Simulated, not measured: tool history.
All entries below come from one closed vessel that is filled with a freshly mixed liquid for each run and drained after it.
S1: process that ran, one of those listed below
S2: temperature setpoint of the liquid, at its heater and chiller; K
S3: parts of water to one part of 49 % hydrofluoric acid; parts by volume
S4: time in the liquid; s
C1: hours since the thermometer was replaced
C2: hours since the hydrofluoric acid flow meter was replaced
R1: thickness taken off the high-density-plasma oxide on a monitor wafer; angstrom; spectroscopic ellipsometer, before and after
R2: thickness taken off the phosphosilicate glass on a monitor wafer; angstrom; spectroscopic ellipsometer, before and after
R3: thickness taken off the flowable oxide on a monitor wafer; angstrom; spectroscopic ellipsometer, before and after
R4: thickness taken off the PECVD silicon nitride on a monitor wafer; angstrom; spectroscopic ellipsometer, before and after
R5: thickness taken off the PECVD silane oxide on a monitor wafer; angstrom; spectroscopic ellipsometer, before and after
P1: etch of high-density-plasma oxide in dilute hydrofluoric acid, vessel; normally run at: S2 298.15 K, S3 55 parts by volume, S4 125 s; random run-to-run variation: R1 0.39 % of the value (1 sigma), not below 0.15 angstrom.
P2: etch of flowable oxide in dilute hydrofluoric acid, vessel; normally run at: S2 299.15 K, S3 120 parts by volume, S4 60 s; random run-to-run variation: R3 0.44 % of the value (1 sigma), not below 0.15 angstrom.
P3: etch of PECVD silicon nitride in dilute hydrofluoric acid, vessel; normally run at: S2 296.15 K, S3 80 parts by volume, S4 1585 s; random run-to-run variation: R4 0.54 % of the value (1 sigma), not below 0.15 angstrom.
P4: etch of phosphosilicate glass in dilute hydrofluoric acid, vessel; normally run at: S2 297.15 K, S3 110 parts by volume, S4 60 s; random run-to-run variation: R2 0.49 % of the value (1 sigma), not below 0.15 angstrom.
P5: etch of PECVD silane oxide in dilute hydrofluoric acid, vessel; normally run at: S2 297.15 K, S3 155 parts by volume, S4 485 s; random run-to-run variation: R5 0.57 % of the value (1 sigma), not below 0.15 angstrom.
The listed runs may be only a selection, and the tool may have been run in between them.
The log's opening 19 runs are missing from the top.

{"run": 20, "hour": 145.0, "S1": "P4", "S2": 297.15, "S3": 50, "S4": 60, "C1": 1892.8, "C2": 49.0, "R2": 1219.3}
{"run": 21, "hour": 150.4, "S1": "P1", "S2": 298.15, "S3": 20, "S4": 125, "C1": 1898.2, "C2": 54.4, "R1": 420.3}
{"run": 22, "hour": 155.4, "S1": "P2", "S2": 299.15, "S3": 120, "S4": 60, "C1": 1903.2, "C2": 59.4, "R3": 148.45}
{"run": 23, "hour": 160.1, "S1": "P3", "S2": 296.15, "S3": 25, "S4": 1585, "C1": 1907.9, "C2": 64.1, "R4": 1042.3}
{"run": 24, "hour": 165.1, "S1": "P3", "S2": 296.15, "S3": 80, "S4": 810, "C1": 1912.9, "C2": 69.1, "R4": 171.89}
{"run": 25, "hour": 171.4, "S1": "P1", "S2": 298.15, "S3": 55, "S4": 125, "C1": 1919.2, "C2": 75.4, "R1": 144.74}
{"run": 26, "hour": 176.5, "S1": "P5", "S2": 297.15, "S3": 155, "S4": 485, "C1": 1924.3, "C2": 80.5, "R5": 443.78}
{"run": 27, "hour": 185.5, "S1": "P4", "S2": 304.65, "S3": 110, "S4": 60, "C1": 1933.3, "C2": 89.5, "R2": 691.3}
{"run": 28, "hour": 192.0, "S1": "P1", "S2": 298.15, "S3": 55, "S4": 125, "C1": 1939.8, "C2": 96.0, "R1": 144.91}
{"run": 29, "hour": 199.1, "S1": "P1", "S2": 303.15, "S3": 55, "S4": 125, "C1": 1946.9, "C2": 103.1, "R1": 178.26}

What will run 30 give?
{"run": 30, "hour": 207.7, "S1": "P1", "S2": 294.15, "S3": 55, "S4": 125, "C1": 1955.5, "C2": 111.7, "R1": "?"}

{"run 30": {"R1": 124.16}}
